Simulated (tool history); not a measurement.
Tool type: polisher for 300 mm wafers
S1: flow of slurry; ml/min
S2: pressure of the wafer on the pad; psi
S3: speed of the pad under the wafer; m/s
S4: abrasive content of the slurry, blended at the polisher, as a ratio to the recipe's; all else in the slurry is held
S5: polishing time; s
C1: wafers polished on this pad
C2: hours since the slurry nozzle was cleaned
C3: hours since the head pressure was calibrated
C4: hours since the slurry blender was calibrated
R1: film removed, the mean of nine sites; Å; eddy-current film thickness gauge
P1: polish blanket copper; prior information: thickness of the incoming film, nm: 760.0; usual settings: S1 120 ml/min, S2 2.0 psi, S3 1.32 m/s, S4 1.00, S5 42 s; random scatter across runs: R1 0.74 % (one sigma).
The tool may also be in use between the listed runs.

run,hour,S1,S2,S3,S4,S5,C1,C2,C3,C4,R1
1,5.2,120,2.0,1.32,1.00,42,985,103.0,396.6,71.3,892.95
2,10.2,120,0.9,1.32,1.00,42,1060,108.0,401.6,76.3,409.54
3,15.6,120,3.1,1.32,1.00,42,1142,113.4,407.0,81.7,1410.70
4,18.6,70,2.0,1.32,1.00,42,1187,116.4,410.0,84.7,779.01
5,21.1,120,2.0,1.32,1.00,42,1225,118.9,412.5,87.2,889.93
6,24.8,120,2.0,1.32,1.00,19,1280,122.6,416.2,90.9,404.56
7,29.7,120,2.0,1.94,1.00,23,1354,127.5,421.1,95.8,729.88
8,34.5,120,2.0,1.32,1.00,55,1427,132.3,425.9,100.6,1195.80
9,37.9,120,2.0,1.32,0.50,42,1478,135.7,429.3,104.0,782.27
10,41.5,120,2.0,1.32,1.45,42,1532,139.3,432.9,107.6,977.64
11,45.2,120,2.0,2.04,1.00,42,1588,143.0,436.6,111.3,1400.20
12,50.2,120,2.0,1.32,1.00,42,1663,148.0,441.6,116.3,893.57
13,55.2,120,2.0,1.32,1.00,42,1738,153.0,446.6,121.3,898.39
# hour 58.0: slurry nozzle cleaned
14,58.1,185,2.0,1.32,1.00,42,1782,0.1,449.5,124.2,983.63
15,62.2,120,2.0,0.94,1.00,42,1844,4.2,453.6,128.3,655.61
16,64.6,120,2.0,1.32,1.00,42,1880,6.6,456.0,130.7,907.61
17,68.5,120,2.0,1.32,1.00,42,1939,10.5,459.9,134.6,898.25
18,73.3,120,2.0,1.32,1.00,42,2011,15.3,464.7,139.4,860.56
19,76.4,120,2.0,1.32,1.00,42,2058,18.4,467.8,142.5,843.86
# hour 77.8: head pressure recalibrated
20,79.2,120,2.0,1.32,1.00,42,2100,21.2,1.4,145.3,825.19
# hour 82.6: slurry blender recalibrated
21,84.4,120,2.0,1.32,1.00,42,2178,26.4,6.6,1.8,818.72

For run 22, what comes out?
22,88.6,120,2.0,1.32,1.00,42,2242,30.6,10.8,6.0,?

{"run 22": {"R1": 817.54}}
